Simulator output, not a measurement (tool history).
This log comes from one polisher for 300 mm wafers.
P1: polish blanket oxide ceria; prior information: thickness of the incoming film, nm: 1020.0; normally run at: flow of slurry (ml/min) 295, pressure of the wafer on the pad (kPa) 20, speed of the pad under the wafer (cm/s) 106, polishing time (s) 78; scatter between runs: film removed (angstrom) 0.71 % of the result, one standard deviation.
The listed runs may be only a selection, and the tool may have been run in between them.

run,day,flow of slurry (ml/min),pressure of the wafer on the pad (kPa),speed of the pad under the wafer (cm/s),polishing time (s),wafers polished on this pad,hours since the slurry nozzle was cleaned,hours since the head pressure was calibrated,film removed (angstrom)
1,0.296,295,20,106,78,1035,366,362.4,3228.4
2,0.746,295,20,164,78,1179,376.8,373.2,4963.9
# day 0.846: head pressure recalibrated
3,1.104,295,20,106,78,1293,385.4,6.2,3210.8
4,1.617,415,20,106,78,1456,397.7,18.5,3273.2
5,1.858,295,20,156,52,1534,403.5,24.3,3137
6,2.133,295,20,106,78,1621,410.1,30.9,3215.1
7,2.529,295,20,106,35,1748,419.6,40.4,1431
8,2.996,295,20,106,111,1896,430.8,51.6,4583.6
9,3.354,295,20,106,78,2011,439.4,60.2,3196.1
10,3.825,295,20,106,78,2161,450.7,71.5,3203.3
11,4.225,295,20,106,78,2289,460.3,81.1,3218.9
12,4.708,295,20,78,78,2443,471.9,92.7,2364.1
13,5.208,175,20,106,78,2602,483.9,104.7,2995.5
14,5.617,295,31,106,78,2733,493.7,114.5,4943.8
15,5.975,295,11.7,106,78,2847,502.3,123.1,1883.5
16,6.271,295,20,80,102,2941,509.4,130.2,3178.1
17,6.758,295,20,106,78,3097,521.1,141.9,3204.2
18,7.033,295,20,106,78,3185,527.7,148.5,3200.3
19,7.279,295,20,106,78,3263,533.6,154.4,3171.2
20,7.733,295,20,106,78,3408,544.5,165.3,3118.2
21,8.033,295,20,106,78,3504,551.7,172.5,3121.7
22,8.425,295,20,106,78,3629,561.1,181.9,3098.7
23,8.946,295,20,106,78,3795,573.6,194.4,3089
24,9.304,295,20,106,78,3909,582.2,203,3077
25,9.788,295,20,106,78,4063,593.8,214.6,3018.8
26,10.229,295,20,106,78,4204,604.4,225.2,3016.5
# day 10.325: worn pad replaced by a new one
27,10.608,295,20,106,78,91,613.5,234.3,3034.6
28,11.017,295,20,106,78,221,623.3,244.1,3033.9
29,11.492,295,20,106,78,373,634.7,255.5,3033.3

The output of P1 has drifted from where it used to be. Each of the 2 causes below, taken at the size shown beside it, accounts for the log equally well:
A: head's pressure below its setpoint, % = 5.5
B: slurry flow missing at the pad, % = 38.7
The creep began at about day 7.033.
Ruled out, with reasons:
removal rate lost through wear of the pad, %: serviced at day 10.325, after the drift had started, without restoring the earlier output

You are offered 4 check runs, listed below with question marks in place of their results; each one averages 2 wafers. Which run separates the listed causes by giving clearly different results for each?
check 1,11.967,295,29.6,106,38,,,,?
check 2,11.967,295,20,154,35,,,,?
check 3,11.967,175,20,106,35,,,,?
check 4,11.967,295,20,128,78,,,,?

How each check would come out, cause by cause:
check,result,if A,if B
check 1,film removed (angstrom),2188,2187.9
check 2,film removed (angstrom),1974.6,1974.5
check 3,film removed (angstrom),1278.1,1233.6
check 4,film removed (angstrom),3657.5,3657.3
Smallest distance between any two causes, each pair judged by its most separating result, in per cent: check 1 0 %; check 2 0 %; check 3 3.55 %; check 4 0 %
Check 3 is the one run that separates the causes; every other check would come out nearly the same whichever cause is at work.

Check 3 has now been run. It gave: film removed (angstrom) 1236.6. Which of the candidate causes is it?

It was cause B: slurry flow missing at the pad, %.
